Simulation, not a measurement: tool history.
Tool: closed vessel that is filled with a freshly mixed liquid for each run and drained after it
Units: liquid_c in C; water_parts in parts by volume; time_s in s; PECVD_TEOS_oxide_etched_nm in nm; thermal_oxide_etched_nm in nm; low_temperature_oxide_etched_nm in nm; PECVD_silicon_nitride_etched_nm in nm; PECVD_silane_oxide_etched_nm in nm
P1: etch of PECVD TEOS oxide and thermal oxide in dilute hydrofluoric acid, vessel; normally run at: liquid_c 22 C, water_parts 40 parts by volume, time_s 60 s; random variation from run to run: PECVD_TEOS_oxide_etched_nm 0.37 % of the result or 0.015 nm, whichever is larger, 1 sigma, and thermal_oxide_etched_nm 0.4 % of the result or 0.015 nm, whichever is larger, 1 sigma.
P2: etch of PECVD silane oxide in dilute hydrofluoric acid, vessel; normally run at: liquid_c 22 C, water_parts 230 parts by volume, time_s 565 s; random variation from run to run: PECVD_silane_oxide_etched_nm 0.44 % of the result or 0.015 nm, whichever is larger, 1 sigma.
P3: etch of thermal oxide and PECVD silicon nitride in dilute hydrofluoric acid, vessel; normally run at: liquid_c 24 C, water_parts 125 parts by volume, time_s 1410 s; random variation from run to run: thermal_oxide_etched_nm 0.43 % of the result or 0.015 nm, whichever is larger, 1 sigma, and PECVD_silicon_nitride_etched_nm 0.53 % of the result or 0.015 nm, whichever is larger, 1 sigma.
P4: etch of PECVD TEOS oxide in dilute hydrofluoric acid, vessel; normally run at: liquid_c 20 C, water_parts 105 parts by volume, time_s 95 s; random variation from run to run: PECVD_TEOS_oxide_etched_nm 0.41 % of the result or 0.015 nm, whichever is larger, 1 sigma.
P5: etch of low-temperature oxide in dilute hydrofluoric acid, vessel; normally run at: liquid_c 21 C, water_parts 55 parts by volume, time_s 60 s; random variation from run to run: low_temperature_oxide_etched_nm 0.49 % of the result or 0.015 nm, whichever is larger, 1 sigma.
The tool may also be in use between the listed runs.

run   hour  process  liquid_c  water_parts  time_s  hours since the thermometer was replaced  hours since the hydrofluoric acid flow meter was replaced  PECVD_TEOS_oxide_etched_nm  thermal_oxide_etched_nm  low_temperature_oxide_etched_nm  PECVD_silicon_nitride_etched_nm  PECVD_silane_oxide_etched_nm
  1   14.5       P1        22           40      60                                     846.3                                                      449.5                      33.408                   7.0333
  2   28.4       P1        17           40     115                                     860.2                                                      463.4                      51.532                   10.856
  3   39.4       P1        26           40      60                                     871.2                                                      474.4                      39.717                   8.2403
  4     48       P5        17           55      60                                     879.8                                                        483                                                                                29.156
  5   60.1       P3        24          125    2330                                     891.9                                                      495.1                                               87.192                                                            39.298
  6   73.1       P1        22           40      60                                     904.9                                                      508.1                      33.462                    7.004
  7   80.3       P5        21           55      60                                     912.1                                                      515.3                                                                                 34.29
  8   93.4       P4        20           30      95                                     925.2                                                      528.4                      25.103
  9  106.7       P3        17          125    1410                                     938.5                                                      541.7                                               39.977                                                            14.994
 10  117.8       P2        22           50     565                                     949.6                                                      552.8                                                                                                                                               317.63
 11  131.1       P1        22           40      30                                     962.9                                                      566.1                      16.679                   3.4814
 12  141.4       P1        22           40      60                                     973.2                                                      576.4                       33.62                   6.9971
 13    149       P2        22          230     565                                     980.8                                                        584                                                                                                                                               57.043
 14  158.8       P2        22          230      45                                     990.6                                                      593.8                                                                                                                                               4.4817
 15  166.9       P3        24          125    1410                                     998.7                                                      601.9                                               52.906                                                            24.012
 16  179.2       P1        22           40      60                                      1011                                                      614.2                      33.541                   7.0208
 17  191.7       P1        29           40     110                                    1023.5                                                      626.7                      81.825                   16.946
 18  199.8       P2        22          230     565                                    1031.6                                                      634.8                                                                                                                                               56.692
 19  209.5       P1        22           65      60                                    1041.3                                                      644.5                      19.951                   4.1843
 20    219       P4        17          105      95                                    1050.8                                                        654                      5.7797
 21  233.7       P4        20          105      95                                    1065.5                                                      668.7                      6.5794
 22  243.2       P4        20          105      95                                      1075                                                      678.2                      6.5886
 23  252.6       P1        17           40      30                                    1084.4                                                      687.6                      13.491                    2.812
 24  264.9       P1        17           40      60                                    1096.7                                                      699.9                      27.138                   5.5869
 25  278.8       P3        24          125    1410                                    1110.6                                                      713.8                                               52.222                                                            24.109
 26  289.7       P5        21           55     115                                    1121.5                                                      724.7                                                                                66.043
 27  299.2       P4        20          105     175                                      1131                                                      734.2                      11.955
 28  309.7       P1        22           20      60                                    1141.5                                                      744.7                      68.567                   14.292
 29  323.2       P1        22           40      60                                      1155                                                      758.2                      33.534                   6.9792
 30  330.7       P1        22           40     115                                    1162.5                                                      765.7                      64.239                   13.277
 31  339.3       P5        21          105      60                                    1171.1                                                      774.3                                                                                16.962
 32  350.6       P3        24           60    1410                                    1182.4                                                      785.6                                               117.98                                                            49.325
 33  364.7       P2        17          230     565                                    1196.5                                                      799.7                                                                                                                                               46.998
 34  372.3       P1        22           40      60                                    1204.1                                                      807.3                      33.689                   6.9689
 35  384.4       P1        22           40      60                                    1216.2                                                      819.4                      34.774                   7.1942
 36  394.2       P1        22           40      60                                      1226                                                      829.2                      35.213                   7.3229
 37  405.3       P1        22           40      60                                    1237.1                                                      840.3                      35.585                   7.4117
 38  416.6       P1        22           40      60                                    1248.4                                                      851.6                      35.802                    7.428
 39  425.5       P1        22           40      60                                    1257.3                                                      860.5                      35.892                   7.4217
 40  433.9       P1        22           40      60                                    1265.7                                                      868.9                      35.867                    7.478
 41  443.9       P1        22           40      60                                    1275.7                                                      878.9                      36.033                   7.4789
 42  452.5       P1        22           40      60                                    1284.3                                                      887.5                      36.135                   7.4526

What P1 gives has crept away from where it was. These 2 causes fit the log equally well, each at the size given:
A: liquid hotter than its thermometer reads (K) = 1.66
B: hydrofluoric acid flow above the setpoint (%) = 6.85
The creep began at about hour 372.3.

4 check runs are offered, one wafer each, their results left as question marks. Which one tells the causes apart?
check 1  461.1       P3        24          125    1890                                                                                                                                                         ?                                                                 ?
check 2  461.1       P2        17          110     565                                                                                                                                                                                                                                                         ?
check 3  461.1       P5        21          105      90                                                                                                                                                                                          ?
check 4  461.1       P4        17           30      95                                                                                                                                ?

What each check would give under each cause:
  check                           result    if A    if B
check 1          thermal_oxide_etched_nm  75.138  76.021
check 1  PECVD_silicon_nitride_etched_nm  35.821  34.347
check 2     PECVD_silane_oxide_etched_nm  118.09  118.61
check 3  low_temperature_oxide_etched_nm  27.178  27.371
check 4       PECVD_TEOS_oxide_etched_nm  23.611  23.507
How far apart the two closest causes lie, in the result that separates them most: check 1 4.2 %; check 2 0.44 %; check 3 0.71 %; check 4 0.44 %
Check 1 tells the causes apart: in the others they would give nearly the same result.

Check 1 was then run and gave: thermal_oxide_etched_nm 76.351 nm; PECVD_silicon_nitride_etched_nm 34.389 nm. Which cause is it?

It is B: hydrofluoric acid flow above the setpoint (%).

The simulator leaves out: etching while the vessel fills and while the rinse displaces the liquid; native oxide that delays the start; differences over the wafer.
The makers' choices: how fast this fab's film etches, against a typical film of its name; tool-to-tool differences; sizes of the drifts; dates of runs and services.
